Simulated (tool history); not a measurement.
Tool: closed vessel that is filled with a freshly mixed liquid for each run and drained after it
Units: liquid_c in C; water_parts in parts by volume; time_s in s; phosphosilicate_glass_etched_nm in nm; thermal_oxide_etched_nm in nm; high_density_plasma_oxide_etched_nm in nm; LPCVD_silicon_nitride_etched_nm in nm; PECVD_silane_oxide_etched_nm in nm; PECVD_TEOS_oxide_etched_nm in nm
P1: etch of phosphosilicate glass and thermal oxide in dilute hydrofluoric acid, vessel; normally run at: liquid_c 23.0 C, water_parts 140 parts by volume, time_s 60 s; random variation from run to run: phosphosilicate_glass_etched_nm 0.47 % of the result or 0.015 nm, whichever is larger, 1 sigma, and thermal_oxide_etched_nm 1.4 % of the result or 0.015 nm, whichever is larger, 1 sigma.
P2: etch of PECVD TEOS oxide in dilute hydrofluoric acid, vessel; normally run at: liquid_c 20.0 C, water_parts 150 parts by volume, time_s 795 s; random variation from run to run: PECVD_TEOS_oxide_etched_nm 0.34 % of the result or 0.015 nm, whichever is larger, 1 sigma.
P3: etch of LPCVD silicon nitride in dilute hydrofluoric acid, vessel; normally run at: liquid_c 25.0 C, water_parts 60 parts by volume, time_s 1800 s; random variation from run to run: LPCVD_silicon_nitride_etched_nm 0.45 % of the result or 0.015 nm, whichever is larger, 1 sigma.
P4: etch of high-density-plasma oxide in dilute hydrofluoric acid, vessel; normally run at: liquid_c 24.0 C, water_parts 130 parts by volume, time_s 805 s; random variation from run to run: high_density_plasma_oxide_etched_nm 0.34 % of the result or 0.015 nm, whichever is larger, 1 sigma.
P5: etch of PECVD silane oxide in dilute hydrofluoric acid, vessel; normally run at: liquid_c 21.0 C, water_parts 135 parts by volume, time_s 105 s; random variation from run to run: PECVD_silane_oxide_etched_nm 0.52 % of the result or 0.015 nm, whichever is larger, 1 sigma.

run	hour	process	liquid_c	water_parts	time_s	hours since the thermometer was replaced	hours since the hydrofluoric acid flow meter was replaced	phosphosilicate_glass_etched_nm	thermal_oxide_etched_nm	high_density_plasma_oxide_etched_nm	LPCVD_silicon_nitride_etched_nm	PECVD_silane_oxide_etched_nm	PECVD_TEOS_oxide_etched_nm
1	14.5	P1	23.0	140	60	1540.1	433.6	36.825	2.00110				
2	30.6	P4	24.0	130	110	1556.2	449.7			7.0288			
3	46.7	P1	23.0	140	30	1572.3	465.8	18.434	1.00630				
4	56.1	P3	25.0	60	1800	1581.7	475.2				17.3370		
5	72.3	P3	25.0	60	155	1597.9	491.4				1.4622		
6	84.8	P1	29.5	140	60	1610.4	503.9	47.648	2.54710				
7	103.4	P1	23.0	140	60	1629.0	522.5	37.166	2.08740				
8	118.2	P4	24.0	130	805	1643.8	537.3			51.5380			
9	126.7	P5	25.5	135	105	1652.3	545.8					11.972	
10	135.2	P2	20.0	150	795	1660.8	554.3						36.2080
11	143.7	P1	23.0	140	60	1669.3	562.8	37.117	2.02760				
12	158.8	P2	20.0	150	795	1684.4	577.9						36.1250
13	177.3	P4	24.0	45	805	1702.9	596.4			163.9800			
14	190.4	P1	19.5	140	30	1716.0	609.5	15.999	0.86710				
15	204.8	P1	30.5	70	60	1730.4	623.9	108.900	5.63230				
16	221.7	P1	23.0	65	60	1747.3	640.8	87.566	4.75800				
17	239.5	P2	20.0	150	55	1765.1	658.6						2.4822
18	251.7	P2	20.0	265	795	1777.3	670.8						18.1920
19	265.9	P3	25.0	105	1800	1791.5	685.0				9.8698		
20	275.7	P1	23.0	140	60	1801.3	694.8	36.929	1.92950				
21	289.5	P1	23.0	140	60	1815.1	708.6	37.211	2.00820				
22	307.6	P1	23.0	250	60	1833.2	726.7	18.335	0.96433				
23	318.8	P5	21.0	135	200	1844.4	737.9					19.063	
24	336.1	P2	17.0	150	795	1861.7	755.2						31.8060
25	352.0	P1	23.0	140	60	1877.6	771.1	37.228	1.98740				
26	368.3	P5	21.0	135	105	1893.9	787.4					10.031	
27	377.8	P5	21.0	135	105	1903.4	796.9					10.002	
28	389.4	P1	18.5	140	60	1915.0	808.5	31.123	1.68040				
29	401.9	P5	21.0	75	105	1927.5	821.0					19.466	
30	418.2	P4	30.5	130	805	1943.8	837.3			65.8310			
31	435.2	P1	23.0	140	60	1960.8	854.3	37.014	1.91870				
32	453.0	P1	23.0	140	110	1978.6	872.1	67.837	3.62820				
33	471.2	P3	29.5	60	1800	1996.8	890.3				23.0090		
34	480.5	P1	23.0	140	60	2006.1	899.6	37.241	2.04360				
35	496.2	P1	23.0	140	60	2021.8	915.3	38.638	2.13760				
36	509.8	P1	23.0	140	60	2035.4	928.9	39.881	2.16170				
37	527.4	P1	23.0	140	60	2053.0	946.5	39.803	2.11280				
38	539.5	P1	23.0	140	60	2065.1	958.6	40.075	2.21200				
39	551.1	P1	23.0	140	60	2076.7	970.2	40.469	2.22320				
40	560.2	P1	23.0	140	60	2085.8	979.3	40.145	2.14640				

What P1 gives has crept away from where it was. These 2 causes fit the log equally well, each at the size given:
A: liquid hotter than its thermometer reads (K) = 2.09
B: hydrofluoric acid flow above the setpoint (%) = 7.19
The creep began at about hour 480.5.

4 check runs are offered, one wafer each, their results left as question marks. Which one tells the causes apart?
check 1	569.3	P5	25.5	135	165							?	
check 2	569.3	P2	17.0	150	355								?
check 3	569.3	P3	25.0	105	1800						?		
check 4	569.3	P4	30.5	130	805					?			

What each check would give under each cause:
check	result	if A	if B
check 1	PECVD_silane_oxide_etched_nm	20.375	20.411
check 2	PECVD_TEOS_oxide_etched_nm	15.5540	15.4680
check 3	LPCVD_silicon_nitride_etched_nm	11.2720	10.5480
check 4	high_density_plasma_oxide_etched_nm	70.7770	71.2180
How far apart the two closest causes lie, in the result that separates them most: check 1 0.17 %; check 2 0.56 %; check 3 6.64 %; check 4 0.62 %
Only check 3 tells the causes apart: in the others they would give nearly the same result.

Check 3 was then run and gave: LPCVD_silicon_nitride_etched_nm 11.2930 nm. Which cause is it?

It is A: liquid hotter than its thermometer reads (K).

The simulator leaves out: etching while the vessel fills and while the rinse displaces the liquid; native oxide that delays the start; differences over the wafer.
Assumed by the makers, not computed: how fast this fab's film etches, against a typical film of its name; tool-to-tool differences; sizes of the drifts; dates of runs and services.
